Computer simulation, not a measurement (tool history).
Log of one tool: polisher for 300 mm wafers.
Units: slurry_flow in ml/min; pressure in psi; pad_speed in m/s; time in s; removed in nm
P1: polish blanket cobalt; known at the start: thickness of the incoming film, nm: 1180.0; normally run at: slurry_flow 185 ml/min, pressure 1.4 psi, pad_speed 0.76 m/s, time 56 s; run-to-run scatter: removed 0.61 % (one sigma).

run	day	slurry_flow	pressure	pad_speed	time	removed
1	0.271	185	1.4	0.76	56	174.67
2	0.633	185	1.4	0.76	56	173.55
3	1.088	185	1.4	0.76	56	173.51
4	1.292	185	1.4	0.76	56	172.32
5	1.725	185	1.4	0.76	81	247.67
6	2.062	245	1.4	0.76	56	179.79
7	2.3	185	0.7	0.76	56	85.716
8	2.642	185	1.4	0.36	56	82.15
9	2.883	185	1.4	0.76	56	171.24
10	3.3	185	1.4	1.02	56	230.93
11	3.533	185	2.2	0.76	56	270.49
12	3.871	185	1.4	0.52	86	181.63
13	4.154	185	1.4	0.76	56	172.35
14	4.542	185	1.4	0.76	25	76.227
15	4.975	130	1.4	0.76	56	163.36
16	5.304	185	1.4	0.76	56	172.85
17	5.725	185	1.4	0.76	56	168.43
18	5.95	185	1.4	0.76	56	165.48
19	6.354	185	1.4	0.76	56	163.38
20	6.642	185	1.4	0.76	56	160.6
# day 6.846: head pressure recalibrated
21	6.921	185	1.4	0.76	56	159.64
22	7.329	185	1.4	0.76	56	161.55
23	7.629	185	1.4	0.76	56	160.16
24	7.971	185	1.4	0.76	56	160.38
25	8.188	185	1.4	0.76	56	161.38

What P1 gives has crept away from where it was. These 2 causes fit the log equally well, each at the size given:
A: slurry flow missing at the pad, % = 34.2
B: removal rate lost through wear of the pad, % = 7.08
The creep began at about day 5.304.
Why every other cause is out:
head's pressure below its setpoint, %: serviced at day 6.846, which brought nothing back

4 check runs are offered, each on 5 wafers whose results are averaged, their results left as question marks. Which one tells the causes apart?
check 1	8.404	185	1.4	0.44	78	?
check 2	8.404	135	1.4	0.52	56	?
check 3	8.404	185	0.8	0.76	56	?
check 4	8.404	185	1.4	0.38	56	?

What each check would give under each cause:
check	result	if A	if B
check 1	removed	129.59	129.57
check 2	removed	101.84	104.32
check 3	removed	91.833	91.817
check 4	removed	80.354	80.34
How far apart the two closest causes lie, in the result that separates them most: check 1 0.02 %; check 2 2.4 %; check 3 0.02 %; check 4 0.02 %
Only check 2 tells the causes apart: in the others they would give nearly the same result.

Then check 2 was run and gave: removed 104.62 nm. Which cause is it?

It is B: removal rate lost through wear of the pad, %.
